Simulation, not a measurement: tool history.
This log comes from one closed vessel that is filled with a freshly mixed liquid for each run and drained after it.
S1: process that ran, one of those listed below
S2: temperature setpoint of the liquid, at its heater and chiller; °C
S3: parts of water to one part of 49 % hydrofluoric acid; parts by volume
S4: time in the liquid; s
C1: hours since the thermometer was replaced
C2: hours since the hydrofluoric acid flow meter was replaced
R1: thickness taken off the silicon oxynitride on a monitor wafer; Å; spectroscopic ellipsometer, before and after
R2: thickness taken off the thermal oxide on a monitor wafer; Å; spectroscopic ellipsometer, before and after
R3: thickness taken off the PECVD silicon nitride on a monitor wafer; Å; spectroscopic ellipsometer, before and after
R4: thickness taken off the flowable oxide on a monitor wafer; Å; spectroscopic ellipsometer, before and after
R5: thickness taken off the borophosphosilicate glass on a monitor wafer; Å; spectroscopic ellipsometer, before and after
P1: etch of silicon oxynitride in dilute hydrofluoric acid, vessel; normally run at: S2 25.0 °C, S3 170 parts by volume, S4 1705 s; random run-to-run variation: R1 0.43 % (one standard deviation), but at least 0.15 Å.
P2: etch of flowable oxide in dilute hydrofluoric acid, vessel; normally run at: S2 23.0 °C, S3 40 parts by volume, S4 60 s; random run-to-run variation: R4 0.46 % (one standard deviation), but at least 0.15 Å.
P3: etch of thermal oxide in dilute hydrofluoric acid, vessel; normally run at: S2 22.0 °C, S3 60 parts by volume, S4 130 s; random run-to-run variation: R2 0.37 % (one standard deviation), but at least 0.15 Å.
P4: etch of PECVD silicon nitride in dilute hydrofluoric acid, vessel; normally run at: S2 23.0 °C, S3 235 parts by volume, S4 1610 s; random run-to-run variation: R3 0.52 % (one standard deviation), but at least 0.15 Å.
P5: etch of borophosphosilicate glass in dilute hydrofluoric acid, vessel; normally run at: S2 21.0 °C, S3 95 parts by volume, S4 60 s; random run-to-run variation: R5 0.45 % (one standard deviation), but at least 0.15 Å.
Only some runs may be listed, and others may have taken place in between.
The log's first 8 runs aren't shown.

run,hour,S1,S2,S3,S4,C1,C2,R1,R2,R3,R4,R5
9,74.8,P2,23.0,40,60,1436.5,401.0,,,,653.26,
10,80.9,P1,25.0,310,1705,1442.6,407.1,91.287,,,,
# hour 87.4: thermometer replaced
11,89.2,P5,21.0,95,30,1.8,415.4,,,,,95.916
12,96.7,P2,31.0,40,60,9.3,422.9,,,,906.77,
13,107.4,P1,19.0,170,1705,20.0,433.6,140.540,,,,
14,114.3,P1,25.0,170,1705,26.9,440.5,184.500,,,,
15,120.6,P3,22.0,60,65,33.2,446.8,,49.694,,,
16,132.7,P4,23.0,235,205,45.3,458.9,,,13.784,,
17,141.2,P5,25.5,95,60,53.8,467.4,,,,,228.650
18,150.3,P1,25.0,40,1705,62.9,476.5,868.310,,,,
19,157.2,P1,33.0,170,1705,69.8,483.4,260.730,,,,
20,165.3,P1,25.0,170,1705,77.9,491.5,185.000,,,,
21,172.4,P4,23.0,235,1610,85.0,498.6,,,112.530,,
22,177.9,P2,23.0,20,60,90.5,504.1,,,,1351.70,

What will run 23 give?
23,184.2,P1,25.0,170,430,96.8,510.4,?,,,,

Run 23 came out at R1 45.952 Å.
